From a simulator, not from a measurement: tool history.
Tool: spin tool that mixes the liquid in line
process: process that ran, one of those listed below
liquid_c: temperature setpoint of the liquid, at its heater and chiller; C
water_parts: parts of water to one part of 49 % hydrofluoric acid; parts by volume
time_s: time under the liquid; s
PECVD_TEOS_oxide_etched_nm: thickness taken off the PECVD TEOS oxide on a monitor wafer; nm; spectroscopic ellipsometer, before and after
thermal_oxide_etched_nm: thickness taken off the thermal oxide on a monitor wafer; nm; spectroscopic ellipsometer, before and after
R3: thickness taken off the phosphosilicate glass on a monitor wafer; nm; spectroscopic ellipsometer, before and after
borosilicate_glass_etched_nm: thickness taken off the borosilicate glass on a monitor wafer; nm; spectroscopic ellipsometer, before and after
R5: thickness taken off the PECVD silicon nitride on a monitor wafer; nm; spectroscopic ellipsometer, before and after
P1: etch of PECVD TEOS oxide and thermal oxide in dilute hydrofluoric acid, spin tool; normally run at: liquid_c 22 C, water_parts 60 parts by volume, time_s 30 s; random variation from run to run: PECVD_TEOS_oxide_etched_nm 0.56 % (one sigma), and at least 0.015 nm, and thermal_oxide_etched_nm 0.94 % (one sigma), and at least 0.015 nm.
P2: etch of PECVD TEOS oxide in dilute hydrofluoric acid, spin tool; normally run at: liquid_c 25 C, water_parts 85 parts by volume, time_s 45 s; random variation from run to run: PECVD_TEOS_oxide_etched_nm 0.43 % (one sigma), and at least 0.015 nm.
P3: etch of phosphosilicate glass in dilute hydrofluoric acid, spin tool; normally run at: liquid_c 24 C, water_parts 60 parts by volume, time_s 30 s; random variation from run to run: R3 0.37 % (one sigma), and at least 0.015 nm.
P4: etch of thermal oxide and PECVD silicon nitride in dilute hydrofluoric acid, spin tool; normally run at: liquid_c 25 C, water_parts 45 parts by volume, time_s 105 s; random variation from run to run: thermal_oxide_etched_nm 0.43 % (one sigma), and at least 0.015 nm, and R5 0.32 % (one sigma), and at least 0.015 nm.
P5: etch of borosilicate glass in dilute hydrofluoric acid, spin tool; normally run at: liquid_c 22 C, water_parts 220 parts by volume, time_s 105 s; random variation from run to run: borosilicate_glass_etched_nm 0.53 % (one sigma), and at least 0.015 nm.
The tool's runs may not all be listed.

run 1 day=0.346 | process=P1 liquid_c=22 water_parts=60 time_s=30 | PECVD_TEOS_oxide_etched_nm=8.838 thermal_oxide_etched_nm=2.2479
run 2 day=1.029 | process=P3 liquid_c=24 water_parts=20 time_s=30 | R3=160.4
run 3 day=1.417 | process=P3 liquid_c=24 water_parts=60 time_s=30 | R3=50.722
run 4 day=2.175 | process=P1 liquid_c=17 water_parts=60 time_s=30 | PECVD_TEOS_oxide_etched_nm=7.2823 thermal_oxide_etched_nm=1.827
run 5 day=2.538 | process=P2 liquid_c=25 water_parts=85 time_s=45 | PECVD_TEOS_oxide_etched_nm=4.8845
run 6 day=3.121 | process=P1 liquid_c=29.5 water_parts=60 time_s=30 | PECVD_TEOS_oxide_etched_nm=12.122 thermal_oxide_etched_nm=2.971
-- day=3.142 thermometer replaced
run 7 day=3.658 | process=P5 liquid_c=22 water_parts=35 time_s=105 | borosilicate_glass_etched_nm=145.58
run 8 day=4.042 | process=P5 liquid_c=28 water_parts=220 time_s=105 | borosilicate_glass_etched_nm=23.276
run 9 day=4.621 | process=P1 liquid_c=22 water_parts=60 time_s=65 | PECVD_TEOS_oxide_etched_nm=19.368 thermal_oxide_etched_nm=4.8757
run 10 day=5.204 | process=P1 liquid_c=22 water_parts=60 time_s=15 | PECVD_TEOS_oxide_etched_nm=4.5153 thermal_oxide_etched_nm=1.1176
run 11 day=5.825 | process=P2 liquid_c=25 water_parts=85 time_s=15 | PECVD_TEOS_oxide_etched_nm=1.637
run 12 day=6.238 | process=P3 liquid_c=24 water_parts=60 time_s=55 | R3=93.384
run 13 day=6.958 | process=P1 liquid_c=28 water_parts=20 time_s=30 | PECVD_TEOS_oxide_etched_nm=36.334 thermal_oxide_etched_nm=9.2071
run 14 day=7.733 | process=P1 liquid_c=30 water_parts=85 time_s=30 | PECVD_TEOS_oxide_etched_nm=8.3514 thermal_oxide_etched_nm=2.1303
run 15 day=8.471 | process=P4 liquid_c=25 water_parts=45 time_s=105 | thermal_oxide_etched_nm=12.47 R5=7.3201
run 16 day=9.096 | process=P2 liquid_c=25 water_parts=20 time_s=45 | PECVD_TEOS_oxide_etched_nm=22.317
run 17 day=9.733 | process=P4 liquid_c=17.5 water_parts=45 time_s=105 | thermal_oxide_etched_nm=9.0515 R5=4.3756
run 18 day=10.217 | process=P5 liquid_c=22 water_parts=220 time_s=165 | borosilicate_glass_etched_nm=29.576
run 19 day=10.738 | process=P4 liquid_c=25 water_parts=75 time_s=105 | thermal_oxide_etched_nm=7.1286 R5=4.4326
run 20 day=11.071 | process=P2 liquid_c=30.5 water_parts=85 time_s=45 | PECVD_TEOS_oxide_etched_nm=5.9212
run 21 day=11.429 | process=P4 liquid_c=25 water_parts=45 time_s=180 | thermal_oxide_etched_nm=21.188 R5=12.527
run 22 day=11.9 | process=P3 liquid_c=17 water_parts=60 time_s=30 | R3=37.961
run 23 day=12.462 | process=P2 liquid_c=25 water_parts=85 time_s=45 | PECVD_TEOS_oxide_etched_nm=4.8025
run 24 day=12.804 | process=P1 liquid_c=22 water_parts=60 time_s=30 | PECVD_TEOS_oxide_etched_nm=8.8456 thermal_oxide_etched_nm=2.2703
run 25 day=13.492 | process=P1 liquid_c=22 water_parts=60 time_s=30 | PECVD_TEOS_oxide_etched_nm=8.9592 thermal_oxide_etched_nm=2.2644
run 26 day=14.179 | process=P1 liquid_c=26.5 water_parts=20 time_s=30 | PECVD_TEOS_oxide_etched_nm=34.142 thermal_oxide_etched_nm=8.567
run 27 day=14.958 | process=P5 liquid_c=22 water_parts=220 time_s=105 | borosilicate_glass_etched_nm=18.895
run 28 day=15.442 | process=P1 liquid_c=22 water_parts=105 time_s=30 | PECVD_TEOS_oxide_etched_nm=4.8126 thermal_oxide_etched_nm=1.2266
run 29 day=16.083 | process=P5 liquid_c=22 water_parts=220 time_s=105 | borosilicate_glass_etched_nm=18.638
run 30 day=16.729 | process=P1 liquid_c=22 water_parts=60 time_s=30 | PECVD_TEOS_oxide_etched_nm=8.9383 thermal_oxide_etched_nm=2.1922
run 31 day=17.225 | process=P1 liquid_c=22 water_parts=20 time_s=30 | PECVD_TEOS_oxide_etched_nm=28.242 thermal_oxide_etched_nm=7.1005
run 32 day=17.842 | process=P1 liquid_c=22 water_parts=60 time_s=30 | PECVD_TEOS_oxide_etched_nm=8.8917 thermal_oxide_etched_nm=2.2704
run 33 day=18.283 | process=P1 liquid_c=22 water_parts=60 time_s=30 | PECVD_TEOS_oxide_etched_nm=9.0787 thermal_oxide_etched_nm=2.3355
run 34 day=18.788 | process=P1 liquid_c=22 water_parts=60 time_s=30 | PECVD_TEOS_oxide_etched_nm=9.2292 thermal_oxide_etched_nm=2.3348
run 35 day=19.483 | process=P1 liquid_c=22 water_parts=60 time_s=30 | PECVD_TEOS_oxide_etched_nm=9.2938 thermal_oxide_etched_nm=2.3632
run 36 day=19.992 | process=P1 liquid_c=22 water_parts=60 time_s=30 | PECVD_TEOS_oxide_etched_nm=9.3946 thermal_oxide_etched_nm=2.3667
run 37 day=20.496 | process=P1 liquid_c=22 water_parts=60 time_s=30 | PECVD_TEOS_oxide_etched_nm=9.3271 thermal_oxide_etched_nm=2.4037
run 38 day=21.038 | process=P1 liquid_c=22 water_parts=60 time_s=30 | PECVD_TEOS_oxide_etched_nm=9.3145 thermal_oxide_etched_nm=2.4289
run 39 day=21.762 | process=P1 liquid_c=22 water_parts=60 time_s=30 | PECVD_TEOS_oxide_etched_nm=9.5308 thermal_oxide_etched_nm=2.3697
run 40 day=22.25 | process=P1 liquid_c=22 water_parts=60 time_s=30 | PECVD_TEOS_oxide_etched_nm=9.5451 thermal_oxide_etched_nm=2.3916
run 41 day=22.625 | process=P1 liquid_c=22 water_parts=60 time_s=30 | PECVD_TEOS_oxide_etched_nm=9.4845 thermal_oxide_etched_nm=2.3757
run 42 day=23.054 | process=P1 liquid_c=22 water_parts=60 time_s=30 | PECVD_TEOS_oxide_etched_nm=9.4331 thermal_oxide_etched_nm=2.4178
run 43 day=23.625 | process=P1 liquid_c=22 water_parts=60 time_s=30 | PECVD_TEOS_oxide_etched_nm=9.3701 thermal_oxide_etched_nm=2.4234

What P1 gives has crept away from where it was. These 2 causes fit the log equally well, each at the size given:
A: liquid hotter than its thermometer reads (K) = 1.43
B: hydrofluoric acid flow above the setpoint (%) = 5.64
The creep began at about day 17.842.

4 check runs are offered, one wafer each, their results left as question marks. Which one tells the causes apart?
run check 1 day=24.196 | process=P3 liquid_c=24 water_parts=25 time_s=30 | R3=?
run check 2 day=24.196 | process=P5 liquid_c=22 water_parts=115 time_s=105 | borosilicate_glass_etched_nm=?
run check 3 day=24.196 | process=P4 liquid_c=25 water_parts=65 time_s=145 | thermal_oxide_etched_nm=? R5=?
run check 4 day=24.196 | process=P2 liquid_c=30 water_parts=35 time_s=45 | PECVD_TEOS_oxide_etched_nm=?

What each check would give under each cause:
check=check_1 result=R3 if_A=136.15 if_B=135.69
check=check_2 result=borosilicate_glass_etched_nm if_A=42.461 if_B=42.683
check=check_3 result=thermal_oxide_etched_nm if_A=12.243 if_B=12.269
check=check_3 result=R5 if_A=7.7779 if_B=7.4693
check=check_4 result=PECVD_TEOS_oxide_etched_nm if_A=16.224 if_B=16.244
How far apart the two closest causes lie, in the result that separates them most: check 1 0.33 %; check 2 0.52 %; check 3 4.05 %; check 4 0.12 %
Check 3 tells the causes apart: in the others they would give nearly the same result.

Then check 3 was run and gave: thermal_oxide_etched_nm 12.227 nm; R5 7.5004 nm. Which cause is it?

It is B: hydrofluoric acid flow above the setpoint (%).
